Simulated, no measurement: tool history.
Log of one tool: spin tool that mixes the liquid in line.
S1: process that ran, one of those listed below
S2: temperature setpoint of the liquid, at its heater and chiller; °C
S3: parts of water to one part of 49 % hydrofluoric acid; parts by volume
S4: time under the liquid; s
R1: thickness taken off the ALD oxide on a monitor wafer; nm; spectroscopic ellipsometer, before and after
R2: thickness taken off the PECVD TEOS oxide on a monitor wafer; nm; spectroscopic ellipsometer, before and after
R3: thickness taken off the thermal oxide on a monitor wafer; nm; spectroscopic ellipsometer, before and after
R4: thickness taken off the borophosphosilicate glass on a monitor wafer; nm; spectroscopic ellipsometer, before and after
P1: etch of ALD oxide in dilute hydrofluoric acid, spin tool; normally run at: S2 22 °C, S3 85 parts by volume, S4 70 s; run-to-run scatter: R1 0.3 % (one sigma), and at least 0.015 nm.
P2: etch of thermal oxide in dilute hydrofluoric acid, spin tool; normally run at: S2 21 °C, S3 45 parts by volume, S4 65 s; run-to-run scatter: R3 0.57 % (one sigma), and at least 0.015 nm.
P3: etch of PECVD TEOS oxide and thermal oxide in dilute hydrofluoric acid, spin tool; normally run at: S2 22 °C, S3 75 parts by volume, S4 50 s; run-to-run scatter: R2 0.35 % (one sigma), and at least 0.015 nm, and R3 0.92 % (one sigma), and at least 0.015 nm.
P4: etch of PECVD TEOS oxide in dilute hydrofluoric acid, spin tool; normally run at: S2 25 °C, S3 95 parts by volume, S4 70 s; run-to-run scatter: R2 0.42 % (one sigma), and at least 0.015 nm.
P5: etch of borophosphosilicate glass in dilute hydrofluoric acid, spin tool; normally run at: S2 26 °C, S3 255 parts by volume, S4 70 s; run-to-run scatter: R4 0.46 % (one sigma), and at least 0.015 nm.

run,hour,S1,S2,S3,S4,R1,R2,R3,R4
1,4.0,P1,22,85,70,16.129,,,
2,11.5,P4,19,95,70,,8.2790,,
3,16.3,P3,22,75,50,,11.6000,3.0119,
4,22.8,P2,21,45,65,,,6.3328,
5,29.2,P1,30,85,70,22.159,,,
6,32.9,P1,17,85,70,13.227,,,
# hour 35.2: thermometer replaced
7,38.4,P1,22,85,115,26.521,,,
8,43.3,P1,22,140,70,9.224,,,
9,47.4,P3,22,75,50,,11.6550,3.0390,
10,53.6,P4,25,95,15,,2.2692,,
11,58.6,P2,21,75,65,,,3.6536,
12,66.1,P5,34,255,70,,,,11.3520
13,69.6,P4,25,45,70,,23.9520,,
14,74.2,P1,22,85,70,16.141,,,
15,81.6,P5,26,255,70,,,,8.7684
16,86.1,P1,22,85,70,16.253,,,
17,92.4,P1,22,85,70,16.169,,,
# hour 96.7: hydrofluoric acid flow meter replaced
18,97.6,P1,22,85,70,16.182,,,
19,105.2,P5,26,255,70,,,,8.6819
20,108.7,P1,22,40,70,36.271,,,
21,112.5,P3,22,75,80,,18.6190,4.8499,

Run 22 comes next. What will it give?
22,118.4,P1,22,85,70,?,,,

Run 22 gave R1 16.168 nm.

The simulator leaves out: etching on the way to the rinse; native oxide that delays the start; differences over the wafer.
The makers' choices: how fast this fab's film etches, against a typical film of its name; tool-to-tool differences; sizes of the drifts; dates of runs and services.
